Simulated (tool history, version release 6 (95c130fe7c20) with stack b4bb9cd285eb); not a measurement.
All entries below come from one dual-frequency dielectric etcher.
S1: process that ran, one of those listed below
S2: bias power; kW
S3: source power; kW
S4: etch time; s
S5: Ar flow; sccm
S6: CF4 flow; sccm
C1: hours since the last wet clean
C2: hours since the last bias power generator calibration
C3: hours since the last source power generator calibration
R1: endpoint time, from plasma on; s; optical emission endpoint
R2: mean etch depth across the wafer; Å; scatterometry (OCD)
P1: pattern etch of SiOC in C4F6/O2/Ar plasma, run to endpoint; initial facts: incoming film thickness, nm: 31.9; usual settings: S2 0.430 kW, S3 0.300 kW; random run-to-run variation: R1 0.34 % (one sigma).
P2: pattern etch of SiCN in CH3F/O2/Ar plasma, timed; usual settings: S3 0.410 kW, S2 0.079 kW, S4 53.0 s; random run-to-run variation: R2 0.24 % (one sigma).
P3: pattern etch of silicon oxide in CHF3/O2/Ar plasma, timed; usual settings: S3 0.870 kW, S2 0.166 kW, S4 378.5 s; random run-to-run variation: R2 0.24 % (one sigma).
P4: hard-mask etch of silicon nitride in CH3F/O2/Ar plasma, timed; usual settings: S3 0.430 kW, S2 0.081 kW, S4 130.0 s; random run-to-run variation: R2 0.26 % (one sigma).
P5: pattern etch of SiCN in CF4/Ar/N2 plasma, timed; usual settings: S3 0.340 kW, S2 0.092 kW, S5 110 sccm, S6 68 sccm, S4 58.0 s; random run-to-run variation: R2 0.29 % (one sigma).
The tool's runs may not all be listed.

run	hour	S1	S2	S3	S4	S5	S6	C1	C2	C3	R1	R2
1	7.7	P1	0.430	0.300				211.5	1373.3	526.8	12.891	
2	15.7	P3	0.112	0.870	378.5			219.5	1381.3	534.8		7312.00
3	27.6	P1	0.430	0.300				231.4	1393.2	546.7	12.901	
4	39.3	P4	0.081	0.430	190.0			243.1	1404.9	558.4		1426.00
5	52.2	P2	0.079	0.300	53.0			256.0	1417.8	571.3		181.91
6	64.2	P1	0.430	0.300				268.0	1429.8	583.3	12.836	
7	72.7	P3	0.166	0.870	514.0			276.5	1438.3	591.8		11216.00
8	84.8	P5	0.092	0.340	58.0	88	68	288.6	1450.4	603.9		424.49
9	93.9	P1	0.430	0.300				297.7	1459.5	613.0	12.870	
10	104.6	P4	0.081	0.510	130.0			308.4	1470.2	623.7		1034.50
11	114.0	P3	0.166	1.160	378.5			317.8	1479.6	633.1		9223.10
12	125.5	P3	0.166	0.870	378.5			329.3	1491.1	644.6		8249.30
13	132.6	P5	0.092	0.340	58.0	110	68	336.4	1498.2	651.7		410.71
14	141.7	P5	0.092	0.220	58.0	110	68	345.5	1507.3	660.8		281.47
15	150.6	P1	0.327	0.300				354.4	1516.2	669.7	14.218	
16	160.9	P1	0.514	0.410				364.7	1526.5	680.0	10.729	
17	169.0	P5	0.092	0.340	58.0	110	50	372.8	1534.6	688.1		394.91
18	176.0	P2	0.055	0.410	53.0			379.8	1541.6	695.1		180.72
19	187.7	P5	0.092	0.340	58.0	110	68	391.5	1553.3	706.8		413.30
20	194.4	P3	0.166	0.870	378.5			398.2	1560.0	713.5		8262.00
21	206.2	P5	0.066	0.340	58.0	110	68	410.0	1571.8	725.3		364.26
22	219.6	P1	0.545	0.300				423.4	1585.2	738.7	11.810	
23	231.6	P4	0.114	0.430	130.0			435.4	1597.2	750.7		1100.30
24	244.3	P2	0.079	0.410	71.5			448.1	1609.9	763.4		275.10
# hour 254.7: bias power generator calibrated
25	255.6	P1	0.430	0.390				459.4	0.9	774.7	11.668	
26	264.6	P5	0.092	0.340	40.0	110	68	468.4	9.9	783.7		285.89
27	276.1	P2	0.079	0.410	53.0			479.9	21.4	795.2		204.32

What will run 28 give?
28	287.1	P4	0.081	0.430	130.0			490.9	32.4	806.2		?

{"run 28": {"R2": 974.62}}
